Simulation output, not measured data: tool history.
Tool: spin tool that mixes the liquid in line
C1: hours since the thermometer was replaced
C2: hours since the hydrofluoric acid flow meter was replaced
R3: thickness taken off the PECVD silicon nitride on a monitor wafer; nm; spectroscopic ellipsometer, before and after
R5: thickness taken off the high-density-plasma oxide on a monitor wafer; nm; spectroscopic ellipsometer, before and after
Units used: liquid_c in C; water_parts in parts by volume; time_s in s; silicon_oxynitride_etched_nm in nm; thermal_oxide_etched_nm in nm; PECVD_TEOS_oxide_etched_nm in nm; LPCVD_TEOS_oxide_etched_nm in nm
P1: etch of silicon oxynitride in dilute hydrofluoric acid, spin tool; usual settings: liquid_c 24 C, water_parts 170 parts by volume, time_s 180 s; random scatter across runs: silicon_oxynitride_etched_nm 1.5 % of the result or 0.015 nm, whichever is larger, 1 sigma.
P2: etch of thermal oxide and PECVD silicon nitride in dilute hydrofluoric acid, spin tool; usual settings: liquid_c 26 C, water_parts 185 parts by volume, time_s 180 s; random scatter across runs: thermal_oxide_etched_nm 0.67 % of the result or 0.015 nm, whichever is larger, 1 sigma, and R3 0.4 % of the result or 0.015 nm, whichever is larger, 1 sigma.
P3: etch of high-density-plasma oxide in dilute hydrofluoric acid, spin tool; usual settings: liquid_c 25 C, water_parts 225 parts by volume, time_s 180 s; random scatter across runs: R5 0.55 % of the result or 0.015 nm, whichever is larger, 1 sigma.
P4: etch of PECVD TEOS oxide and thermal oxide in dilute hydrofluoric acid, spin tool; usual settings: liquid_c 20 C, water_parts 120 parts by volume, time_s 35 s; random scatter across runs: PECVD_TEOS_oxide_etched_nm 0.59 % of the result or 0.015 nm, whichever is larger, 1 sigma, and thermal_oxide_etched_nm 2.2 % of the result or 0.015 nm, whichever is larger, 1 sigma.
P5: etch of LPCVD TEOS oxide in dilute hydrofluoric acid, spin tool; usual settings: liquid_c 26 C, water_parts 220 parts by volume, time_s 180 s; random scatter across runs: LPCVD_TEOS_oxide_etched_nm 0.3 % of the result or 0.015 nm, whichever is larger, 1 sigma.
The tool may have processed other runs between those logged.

run 1 hour=9.9 | process=P1 liquid_c=24 water_parts=170 time_s=180 | C1=1389.8 C2=893.3 | silicon_oxynitride_etched_nm=1.7811
run 2 hour=17.7 | process=P2 liquid_c=26 water_parts=185 time_s=180 | C1=1397.6 C2=901.1 | thermal_oxide_etched_nm=4.3135 R3=6.1579
run 3 hour=29.8 | process=P1 liquid_c=24 water_parts=170 time_s=180 | C1=1409.7 C2=913.2 | silicon_oxynitride_etched_nm=1.8231
run 4 hour=39.5 | process=P4 liquid_c=20 water_parts=120 time_s=35 | C1=1419.4 C2=922.9 | thermal_oxide_etched_nm=1.157 PECVD_TEOS_oxide_etched_nm=5.9808
-- hour=48 thermometer replaced
run 5 hour=52.7 | process=P1 liquid_c=24 water_parts=100 time_s=265 | C1=4.8 C2=936.1 | silicon_oxynitride_etched_nm=4.7625
run 6 hour=63.6 | process=P3 liquid_c=19.5 water_parts=225 time_s=180 | C1=15.7 C2=947 | R5=6.6686
run 7 hour=74.8 | process=P2 liquid_c=33 water_parts=185 time_s=180 | C1=26.9 C2=958.2 | thermal_oxide_etched_nm=5.5008 R3=9.3387
run 8 hour=86.4 | process=P1 liquid_c=24 water_parts=170 time_s=180 | C1=38.5 C2=969.8 | silicon_oxynitride_etched_nm=1.7925
run 9 hour=95.9 | process=P1 liquid_c=24 water_parts=170 time_s=180 | C1=48 C2=979.3 | silicon_oxynitride_etched_nm=1.8299
run 10 hour=102.2 | process=P1 liquid_c=29.5 water_parts=170 time_s=180 | C1=54.3 C2=985.6 | silicon_oxynitride_etched_nm=2.3434
run 11 hour=114.9 | process=P4 liquid_c=20 water_parts=55 time_s=35 | C1=67 C2=998.3 | thermal_oxide_etched_nm=2.6987 PECVD_TEOS_oxide_etched_nm=14.025
run 12 hour=127.1 | process=P1 liquid_c=24 water_parts=170 time_s=180 | C1=79.2 C2=1010.5 | silicon_oxynitride_etched_nm=1.7633
run 13 hour=140.2 | process=P5 liquid_c=26 water_parts=220 time_s=335 | C1=92.3 C2=1023.6 | LPCVD_TEOS_oxide_etched_nm=78.783
run 14 hour=152.8 | process=P2 liquid_c=26 water_parts=310 time_s=180 | C1=104.9 C2=1036.2 | thermal_oxide_etched_nm=2.2105 R3=3.6511
run 15 hour=166.5 | process=P5 liquid_c=26 water_parts=70 time_s=180 | C1=118.6 C2=1049.9 | LPCVD_TEOS_oxide_etched_nm=158.42
run 16 hour=175.3 | process=P3 liquid_c=25 water_parts=225 time_s=325 | C1=127.4 C2=1058.7 | R5=14.697
run 17 hour=182.3 | process=P1 liquid_c=24 water_parts=170 time_s=40 | C1=134.4 C2=1065.7 | silicon_oxynitride_etched_nm=0.38353
run 18 hour=194.3 | process=P5 liquid_c=26 water_parts=220 time_s=180 | C1=146.4 C2=1077.7 | LPCVD_TEOS_oxide_etched_nm=42.437
run 19 hour=204.3 | process=P1 liquid_c=24 water_parts=50 time_s=345 | C1=156.4 C2=1087.7 | silicon_oxynitride_etched_nm=13.387
run 20 hour=211.6 | process=P5 liquid_c=26 water_parts=220 time_s=180 | C1=163.7 C2=1095 | LPCVD_TEOS_oxide_etched_nm=42.462
run 21 hour=221.1 | process=P2 liquid_c=26 water_parts=185 time_s=180 | C1=173.2 C2=1104.5 | thermal_oxide_etched_nm=4.2871 R3=6.1496
run 22 hour=231.9 | process=P2 liquid_c=26 water_parts=185 time_s=340 | C1=184 C2=1115.3 | thermal_oxide_etched_nm=8.1185 R3=11.62
run 23 hour=245 | process=P1 liquid_c=24 water_parts=170 time_s=295 | C1=197.1 C2=1128.4 | silicon_oxynitride_etched_nm=2.9239
run 24 hour=256.3 | process=P3 liquid_c=25 water_parts=40 time_s=180 | C1=208.4 C2=1139.7 | R5=57.448
run 25 hour=264.6 | process=P3 liquid_c=25 water_parts=225 time_s=180 | C1=216.7 C2=1148 | R5=8.2261
run 26 hour=277.7 | process=P1 liquid_c=24 water_parts=105 time_s=180 | C1=229.8 C2=1161.1 | silicon_oxynitride_etched_nm=3.0604
run 27 hour=284.4 | process=P3 liquid_c=25 water_parts=225 time_s=180 | C1=236.5 C2=1167.8 | R5=8.1136
run 28 hour=296.6 | process=P5 liquid_c=21 water_parts=220 time_s=180 | C1=248.7 C2=1180 | LPCVD_TEOS_oxide_etched_nm=35.414
run 29 hour=305.4 | process=P4 liquid_c=20 water_parts=120 time_s=15 | C1=257.5 C2=1188.8 | thermal_oxide_etched_nm=0.48495 PECVD_TEOS_oxide_etched_nm=2.5529
run 30 hour=316 | process=P1 liquid_c=24 water_parts=240 time_s=180 | C1=268.1 C2=1199.4 | silicon_oxynitride_etched_nm=1.2374
run 31 hour=328.1 | process=P1 liquid_c=28.5 water_parts=250 time_s=180 | C1=280.2 C2=1211.5 | silicon_oxynitride_etched_nm=1.3711
run 32 hour=338.7 | process=P1 liquid_c=20.5 water_parts=170 time_s=180 | C1=290.8 C2=1222.1 | silicon_oxynitride_etched_nm=1.5011
run 33 hour=352.2 | process=P4 liquid_c=17 water_parts=120 time_s=35 | C1=304.3 C2=1235.6 | thermal_oxide_etched_nm=1.052 PECVD_TEOS_oxide_etched_nm=5.2039
run 34 hour=361.9 | process=P1 liquid_c=24 water_parts=170 time_s=180 | C1=314 C2=1245.3 | silicon_oxynitride_etched_nm=1.7987
run 35 hour=369.2 | process=P1 liquid_c=24 water_parts=170 time_s=180 | C1=321.3 C2=1252.6 | silicon_oxynitride_etched_nm=1.8152
run 36 hour=383.3 | process=P1 liquid_c=24 water_parts=170 time_s=180 | C1=335.4 C2=1266.7 | silicon_oxynitride_etched_nm=1.7469
run 37 hour=395.4 | process=P1 liquid_c=24 water_parts=170 time_s=180 | C1=347.5 C2=1278.8 | silicon_oxynitride_etched_nm=1.7054
run 38 hour=406.5 | process=P1 liquid_c=24 water_parts=170 time_s=180 | C1=358.6 C2=1289.9 | silicon_oxynitride_etched_nm=1.6774
run 39 hour=420.4 | process=P1 liquid_c=24 water_parts=170 time_s=180 | C1=372.5 C2=1303.8 | silicon_oxynitride_etched_nm=1.603
run 40 hour=433.1 | process=P1 liquid_c=24 water_parts=170 time_s=180 | C1=385.2 C2=1316.5 | silicon_oxynitride_etched_nm=1.6739
run 41 hour=445.4 | process=P1 liquid_c=24 water_parts=170 time_s=180 | C1=397.5 C2=1328.8 | silicon_oxynitride_etched_nm=1.6895
run 42 hour=458.8 | process=P1 liquid_c=24 water_parts=170 time_s=180 | C1=410.9 C2=1342.2 | silicon_oxynitride_etched_nm=1.7101

The log shows P1 creeping away from where it was. Any of the 2 causes listed here, at the size stated for it, fits the log just as well as the others:
A: liquid colder than its thermometer reads (K) = 1.87
B: hydrofluoric acid flow below the setpoint (%) = 7.26
Creep in the process output first set in at about hour 361.9.

The check runs listed below each take one wafer, and their results are still question marks. Under which run would the listed causes lead to clearly different results?
run check 1 hour=472.2 | process=P4 liquid_c=20 water_parts=80 time_s=15 | thermal_oxide_etched_nm=? PECVD_TEOS_oxide_etched_nm=?
run check 2 hour=472.2 | process=P3 liquid_c=20 water_parts=70 time_s=180 | R5=?
run check 3 hour=472.2 | process=P2 liquid_c=26 water_parts=250 time_s=330 | thermal_oxide_etched_nm=? R3=?
run check 4 hour=472.2 | process=P5 liquid_c=21 water_parts=95 time_s=180 | LPCVD_TEOS_oxide_etched_nm=?

If the cause were each of the candidates in turn, the checks would give the following:
check=check_1 result=thermal_oxide_etched_nm if_A=0.72018 if_B=0.71725
check=check_1 result=PECVD_TEOS_oxide_etched_nm if_A=3.7218 if_B=3.7066
check=check_2 result=R5 if_A=23.689 if_B=23.623
check=check_3 result=thermal_oxide_etched_nm if_A=5.0473 if_B=4.8986
check=check_3 result=R3 if_A=7.4056 if_B=7.7031
check=check_4 result=LPCVD_TEOS_oxide_etched_nm if_A=86.159 if_B=85.565
Distance between the nearest two causes, measured in the result of the check that separates them most: check 1 0.41 %; check 2 0.28 %; check 3 3.94 %; check 4 0.69 %
Check 3 tells the causes apart: in the others they would give nearly the same result.

Check 3 has now been run. It gave: thermal_oxide_etched_nm 5.1002 nm; R3 7.4107 nm. Which of the candidate causes is it?

Of the candidate causes, it is A: liquid colder than its thermometer reads (K).

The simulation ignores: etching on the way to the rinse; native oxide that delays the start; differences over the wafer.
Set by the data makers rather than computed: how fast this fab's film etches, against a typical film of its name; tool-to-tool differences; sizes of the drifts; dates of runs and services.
